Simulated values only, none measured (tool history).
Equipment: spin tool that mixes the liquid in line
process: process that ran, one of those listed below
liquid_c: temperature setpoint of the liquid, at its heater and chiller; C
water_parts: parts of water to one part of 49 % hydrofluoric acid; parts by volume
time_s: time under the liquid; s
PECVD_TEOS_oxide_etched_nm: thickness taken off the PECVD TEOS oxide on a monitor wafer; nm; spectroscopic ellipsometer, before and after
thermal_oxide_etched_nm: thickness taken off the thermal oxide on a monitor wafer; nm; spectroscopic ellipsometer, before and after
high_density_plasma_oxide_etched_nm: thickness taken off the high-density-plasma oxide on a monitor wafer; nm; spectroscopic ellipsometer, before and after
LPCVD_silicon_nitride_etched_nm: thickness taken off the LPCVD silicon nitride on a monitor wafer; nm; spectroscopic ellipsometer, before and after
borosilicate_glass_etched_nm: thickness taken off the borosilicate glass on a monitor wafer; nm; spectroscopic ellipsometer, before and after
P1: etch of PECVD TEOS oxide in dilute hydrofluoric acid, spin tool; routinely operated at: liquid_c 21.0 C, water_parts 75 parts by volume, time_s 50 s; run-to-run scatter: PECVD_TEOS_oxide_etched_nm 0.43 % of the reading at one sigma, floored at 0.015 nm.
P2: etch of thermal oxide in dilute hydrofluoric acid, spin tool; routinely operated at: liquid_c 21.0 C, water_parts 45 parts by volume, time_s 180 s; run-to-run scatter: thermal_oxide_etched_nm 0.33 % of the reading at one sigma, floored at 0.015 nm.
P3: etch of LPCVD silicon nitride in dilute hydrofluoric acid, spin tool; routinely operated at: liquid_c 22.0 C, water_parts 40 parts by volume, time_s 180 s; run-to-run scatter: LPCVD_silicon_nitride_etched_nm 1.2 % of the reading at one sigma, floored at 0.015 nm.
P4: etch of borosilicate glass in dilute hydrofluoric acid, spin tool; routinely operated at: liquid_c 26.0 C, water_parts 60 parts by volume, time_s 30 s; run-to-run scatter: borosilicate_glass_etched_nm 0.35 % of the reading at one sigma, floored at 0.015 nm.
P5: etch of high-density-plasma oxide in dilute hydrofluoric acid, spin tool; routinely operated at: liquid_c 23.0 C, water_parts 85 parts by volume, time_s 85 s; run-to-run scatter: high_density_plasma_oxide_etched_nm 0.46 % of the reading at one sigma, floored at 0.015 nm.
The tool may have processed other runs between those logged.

run,day,process,liquid_c,water_parts,time_s,hours since the thermometer was replaced,hours since the hydrofluoric acid flow meter was replaced,PECVD_TEOS_oxide_etched_nm,thermal_oxide_etched_nm,high_density_plasma_oxide_etched_nm,LPCVD_silicon_nitride_etched_nm,borosilicate_glass_etched_nm
1,0.362,P1,21.0,75,50,1067.6,243.0,11.5410,,,,
2,0.667,P1,21.0,105,50,1074.9,250.3,7.9047,,,,
3,0.975,P1,26.0,75,50,1082.3,257.7,14.0300,,,,
4,1.371,P2,21.0,45,60,1091.8,267.2,,5.6306,,,
5,1.617,P1,21.0,75,95,1097.7,273.1,21.7260,,,,
6,2.054,P5,23.0,115,85,1108.2,283.6,,,3.5739,,
7,2.379,P3,22.0,40,180,1116.0,291.4,,,,2.0326,
# day 2.600: thermometer replaced
8,2.725,P1,25.0,75,75,3.0,299.7,20.2410,,,,
9,3.021,P4,26.0,60,30,10.1,306.8,,,,,18.439
10,3.438,P5,27.5,85,85,20.1,316.8,,,5.9953,,
11,3.850,P4,26.0,60,30,30.0,326.7,,,,,18.337
12,4.058,P1,17.0,75,50,35.0,331.7,9.7424,,,,
13,4.412,P1,21.0,75,50,43.5,340.2,11.4980,,,,
14,4.804,P1,21.0,75,50,52.9,349.6,11.5420,,,,
15,5.154,P5,23.0,85,85,61.3,358.0,,,4.9734,,
16,5.412,P2,21.0,45,180,67.5,364.2,,16.7700,,,
17,5.671,P4,26.0,90,30,73.7,370.4,,,,,11.720
18,6.033,P4,26.0,60,60,82.4,379.1,,,,,37.000
19,6.383,P2,21.0,60,180,90.8,387.5,,12.3480,,,
20,6.825,P2,24.5,45,180,101.4,398.1,,19.4080,,,
21,7.175,P4,19.0,60,30,109.8,406.5,,,,,13.821
22,7.450,P5,23.0,85,85,116.4,413.1,,,4.9990,,
23,7.808,P1,21.0,75,50,125.0,421.7,11.4830,,,,
24,8.258,P3,27.5,40,180,135.8,432.5,,,,2.9506,
25,8.467,P1,21.0,20,50,140.8,437.5,46.3460,,,,
26,8.762,P3,22.0,20,180,147.9,444.6,,,,4.1230,
27,9.046,P3,22.0,40,345,154.7,451.4,,,,3.9322,
28,9.438,P5,23.0,85,135,164.1,460.8,,,7.9112,,
29,9.792,P1,21.0,75,50,172.6,469.3,11.5350,,,,
30,10.025,P3,22.0,40,180,178.2,474.9,,,,2.0740,
31,10.267,P1,21.0,75,20,184.0,480.7,4.5742,,,,
32,10.646,P1,21.0,75,50,193.1,489.8,11.5800,,,,
33,11.054,P1,21.0,75,50,202.9,499.6,11.7800,,,,
34,11.300,P1,21.0,75,50,208.8,505.5,12.0010,,,,
35,11.638,P1,21.0,75,50,216.9,513.6,12.1460,,,,
36,11.867,P1,21.0,75,50,222.4,519.1,12.1640,,,,
37,12.175,P1,21.0,75,50,229.8,526.5,12.2510,,,,
38,12.383,P1,21.0,75,50,234.8,531.5,12.3610,,,,
39,12.617,P1,21.0,75,50,240.4,537.1,12.2830,,,,
40,13.050,P1,21.0,75,50,250.8,547.5,12.4250,,,,
41,13.329,P1,21.0,75,50,257.5,554.2,12.4030,,,,
42,13.775,P1,21.0,75,50,268.2,564.9,12.3450,,,,
43,14.008,P1,21.0,75,50,273.8,570.5,12.3450,,,,

The log shows P1 creeping away from where it was. Any of the 2 causes listed here, at the size stated for it, fits the log just as well as the others:
A: hydrofluoric acid flow above the setpoint (%) = 7.09
B: liquid hotter than its thermometer reads (K) = 1.82
The drift started at roughly day 10.646.

Which of the 4 check runs listed below, each an average over 3 wafers with its results shown as question marks, gives clearly different results under the different listed causes?
check 1,14.242,P3,22.0,40,180,,,,,,?,
check 2,14.242,P2,21.0,45,180,,,,?,,,
check 3,14.242,P4,26.0,60,30,,,,,,,?
check 4,14.242,P5,23.0,85,85,,,,,?,,

What every check run would give for each of its results, assuming each possible cause in turn:
check,result,if A,if B
check 1,LPCVD_silicon_nitride_etched_nm,2.1946,2.3251
check 2,thermal_oxide_etched_nm,18.0730,18.1500
check 3,borosilicate_glass_etched_nm,19.783,19.756
check 4,high_density_plasma_oxide_etched_nm,5.3939,5.3804
Per check, the gap between the least separated pair of causes, taken in the result that splits them most: check 1 5.78 %; check 2 0.42 %; check 3 0.14 %; check 4 0.25 %
Only in check 1 would the causes give clearly different results; in the remaining checks their results would be nearly the same.

Check 1 has now been run. It gave: LPCVD_silicon_nitride_etched_nm 2.2930 nm. Which of the candidate causes is it?

Of the candidate causes, it is B: liquid hotter than its thermometer reads (K).
